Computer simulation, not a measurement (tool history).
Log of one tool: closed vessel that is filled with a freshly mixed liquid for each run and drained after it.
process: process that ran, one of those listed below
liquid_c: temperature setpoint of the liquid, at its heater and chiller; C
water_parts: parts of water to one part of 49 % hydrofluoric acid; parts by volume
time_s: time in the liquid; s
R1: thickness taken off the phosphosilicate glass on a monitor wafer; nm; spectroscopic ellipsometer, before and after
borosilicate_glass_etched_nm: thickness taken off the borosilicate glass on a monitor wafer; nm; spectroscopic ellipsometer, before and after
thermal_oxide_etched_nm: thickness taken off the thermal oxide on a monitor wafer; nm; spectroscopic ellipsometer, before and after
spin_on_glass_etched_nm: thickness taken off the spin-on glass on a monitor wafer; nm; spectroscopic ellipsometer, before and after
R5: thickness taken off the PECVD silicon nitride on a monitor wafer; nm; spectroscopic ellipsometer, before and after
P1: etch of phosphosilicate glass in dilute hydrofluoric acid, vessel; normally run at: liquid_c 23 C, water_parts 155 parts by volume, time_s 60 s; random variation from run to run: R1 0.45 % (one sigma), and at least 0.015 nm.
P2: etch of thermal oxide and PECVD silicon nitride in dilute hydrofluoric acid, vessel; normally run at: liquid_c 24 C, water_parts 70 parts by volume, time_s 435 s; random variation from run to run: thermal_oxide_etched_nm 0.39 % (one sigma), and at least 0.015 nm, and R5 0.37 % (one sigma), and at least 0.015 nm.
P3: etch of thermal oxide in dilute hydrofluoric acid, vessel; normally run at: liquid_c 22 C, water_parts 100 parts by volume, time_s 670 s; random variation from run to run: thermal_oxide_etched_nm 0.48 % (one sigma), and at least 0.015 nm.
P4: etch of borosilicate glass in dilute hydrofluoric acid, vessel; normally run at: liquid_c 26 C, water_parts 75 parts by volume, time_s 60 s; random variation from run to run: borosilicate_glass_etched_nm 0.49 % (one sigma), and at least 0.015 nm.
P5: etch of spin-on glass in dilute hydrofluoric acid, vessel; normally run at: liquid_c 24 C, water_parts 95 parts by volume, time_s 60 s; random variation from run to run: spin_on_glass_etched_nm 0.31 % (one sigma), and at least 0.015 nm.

{"run": 1, "hour": 11.0, "process": "P1", "liquid_c": 23, "water_parts": 155, "time_s": 60, "R1": 37.559}
{"run": 2, "hour": 20.7, "process": "P4", "liquid_c": 26, "water_parts": 75, "time_s": 60, "borosilicate_glass_etched_nm": 42.62}
{"run": 3, "hour": 32.0, "process": "P3", "liquid_c": 22, "water_parts": 175, "time_s": 670, "thermal_oxide_etched_nm": 13.88}
{"run": 4, "hour": 43.1, "process": "P4", "liquid_c": 29.5, "water_parts": 75, "time_s": 60, "borosilicate_glass_etched_nm": 48.503}
{"run": 5, "hour": 51.2, "process": "P5", "liquid_c": 24, "water_parts": 165, "time_s": 60, "spin_on_glass_etched_nm": 13.455}
{"run": 6, "hour": 59.1, "process": "P3", "liquid_c": 22, "water_parts": 100, "time_s": 670, "thermal_oxide_etched_nm": 26.442}
{"run": 7, "hour": 65.5, "process": "P1", "liquid_c": 23, "water_parts": 155, "time_s": 60, "R1": 37.25}
{"run": 8, "hour": 74.2, "process": "P1", "liquid_c": 23, "water_parts": 155, "time_s": 30, "R1": 18.752}
{"run": 9, "hour": 83.9, "process": "P1", "liquid_c": 23, "water_parts": 155, "time_s": 90, "R1": 56.624}
{"run": 10, "hour": 92.0, "process": "P5", "liquid_c": 24, "water_parts": 95, "time_s": 90, "spin_on_glass_etched_nm": 38.083}
{"run": 11, "hour": 104.2, "process": "P5", "liquid_c": 24, "water_parts": 95, "time_s": 60, "spin_on_glass_etched_nm": 25.306}
{"run": 12, "hour": 116.7, "process": "P5", "liquid_c": 29.5, "water_parts": 95, "time_s": 60, "spin_on_glass_etched_nm": 31.336}
{"run": 13, "hour": 128.7, "process": "P3", "liquid_c": 22, "water_parts": 100, "time_s": 45, "thermal_oxide_etched_nm": 1.7502}
{"run": 14, "hour": 135.1, "process": "P1", "liquid_c": 23, "water_parts": 30, "time_s": 60, "R1": 225.57}
{"hour": 136.1, "done": "thermometer replaced"}
{"run": 15, "hour": 142.4, "process": "P4", "liquid_c": 26, "water_parts": 120, "time_s": 60, "borosilicate_glass_etched_nm": 25.137}
{"run": 16, "hour": 148.8, "process": "P1", "liquid_c": 30.5, "water_parts": 155, "time_s": 60, "R1": 49.4}
{"run": 17, "hour": 159.3, "process": "P5", "liquid_c": 24, "water_parts": 95, "time_s": 60, "spin_on_glass_etched_nm": 25.184}
{"run": 18, "hour": 166.5, "process": "P4", "liquid_c": 26, "water_parts": 75, "time_s": 60, "borosilicate_glass_etched_nm": 42.135}
{"run": 19, "hour": 177.9, "process": "P1", "liquid_c": 23, "water_parts": 155, "time_s": 60, "R1": 37.597}
{"run": 20, "hour": 185.6, "process": "P1", "liquid_c": 23, "water_parts": 155, "time_s": 60, "R1": 37.299}
{"run": 21, "hour": 196.5, "process": "P2", "liquid_c": 24, "water_parts": 70, "time_s": 190, "thermal_oxide_etched_nm": 13.408, "R5": 14.553}
{"run": 22, "hour": 203.6, "process": "P1", "liquid_c": 17, "water_parts": 155, "time_s": 60, "R1": 29.48}
{"run": 23, "hour": 215.8, "process": "P2", "liquid_c": 19.5, "water_parts": 70, "time_s": 435, "thermal_oxide_etched_nm": 25.522, "R5": 24.436}
{"run": 24, "hour": 222.4, "process": "P3", "liquid_c": 18, "water_parts": 100, "time_s": 670, "thermal_oxide_etched_nm": 22.309}
{"run": 25, "hour": 234.4, "process": "P1", "liquid_c": 28, "water_parts": 155, "time_s": 105, "R1": 79.118}
{"run": 26, "hour": 242.7, "process": "P1", "liquid_c": 23, "water_parts": 220, "time_s": 60, "R1": 24.581}
{"run": 27, "hour": 253.5, "process": "P2", "liquid_c": 24, "water_parts": 105, "time_s": 435, "thermal_oxide_etched_nm": 19.557, "R5": 22.367}
{"run": 28, "hour": 259.3, "process": "P4", "liquid_c": 26, "water_parts": 75, "time_s": 115, "borosilicate_glass_etched_nm": 81.197}
{"run": 29, "hour": 268.0, "process": "P2", "liquid_c": 24, "water_parts": 70, "time_s": 435, "thermal_oxide_etched_nm": 30.787, "R5": 33.131}
{"run": 30, "hour": 276.1, "process": "P1", "liquid_c": 23, "water_parts": 155, "time_s": 60, "R1": 37.655}
{"run": 31, "hour": 284.9, "process": "P1", "liquid_c": 23, "water_parts": 155, "time_s": 60, "R1": 36.124}
{"run": 32, "hour": 291.2, "process": "P1", "liquid_c": 23, "water_parts": 155, "time_s": 60, "R1": 35.772}
{"run": 33, "hour": 298.0, "process": "P1", "liquid_c": 23, "water_parts": 155, "time_s": 60, "R1": 35.587}
{"run": 34, "hour": 308.1, "process": "P1", "liquid_c": 23, "water_parts": 155, "time_s": 60, "R1": 35.04}
{"run": 35, "hour": 314.0, "process": "P1", "liquid_c": 23, "water_parts": 155, "time_s": 60, "R1": 35.062}
{"run": 36, "hour": 322.1, "process": "P1", "liquid_c": 23, "water_parts": 155, "time_s": 60, "R1": 34.95}
{"run": 37, "hour": 330.0, "process": "P1", "liquid_c": 23, "water_parts": 155, "time_s": 60, "R1": 34.345}
{"run": 38, "hour": 340.0, "process": "P1", "liquid_c": 23, "water_parts": 155, "time_s": 60, "R1": 34.543}
{"run": 39, "hour": 345.8, "process": "P1", "liquid_c": 23, "water_parts": 155, "time_s": 60, "R1": 34.338}
{"run": 40, "hour": 355.1, "process": "P1", "liquid_c": 23, "water_parts": 155, "time_s": 60, "R1": 34.419}
{"run": 41, "hour": 365.9, "process": "P1", "liquid_c": 23, "water_parts": 155, "time_s": 60, "R1": 34.601}

What P1 gives has crept away from where it was. These 2 causes fit the log equally well, each at the size given:
A: hydrofluoric acid flow below the setpoint (%) = 7.12
B: liquid colder than its thermometer reads (K) = 2.24
The creep began at about hour 276.1.

4 check runs are offered, one wafer each, their results left as question marks. Which one tells the causes apart?
{"run": "check 1", "hour": 376.7, "process": "P3", "liquid_c": 22, "water_parts": 170, "time_s": 670, "thermal_oxide_etched_nm": "?"}
{"run": "check 2", "hour": 376.7, "process": "P2", "liquid_c": 24, "water_parts": 105, "time_s": 280, "thermal_oxide_etched_nm": "?", "R5": "?"}
{"run": "check 3", "hour": 376.7, "process": "P4", "liquid_c": 26, "water_parts": 105, "time_s": 105, "borosilicate_glass_etched_nm": "?"}
{"run": "check 4", "hour": 376.7, "process": "P5", "liquid_c": 24, "water_parts": 125, "time_s": 80, "spin_on_glass_etched_nm": "?"}

What each check would give under each cause:
check=check_1 result=thermal_oxide_etched_nm if_A=13.102 if_B=13.107
check=check_2 result=thermal_oxide_etched_nm if_A=11.605 if_B=11.539
check=check_2 result=R5 if_A=13.348 if_B=12.375
check=check_3 result=borosilicate_glass_etched_nm if_A=46.806 if_B=46.637
check=check_4 result=spin_on_glass_etched_nm if_A=22.698 if_B=22.63
How far apart the two closest causes lie, in the result that separates them most: check 1 0.03 %; check 2 7.57 %; check 3 0.36 %; check 4 0.3 %
Check 2 tells the causes apart: in the others they would give nearly the same result.

Then check 2 was run and gave: thermal_oxide_etched_nm 11.528 nm; R5 13.286 nm. Which cause is it?

It is A: hydrofluoric acid flow below the setpoint (%).
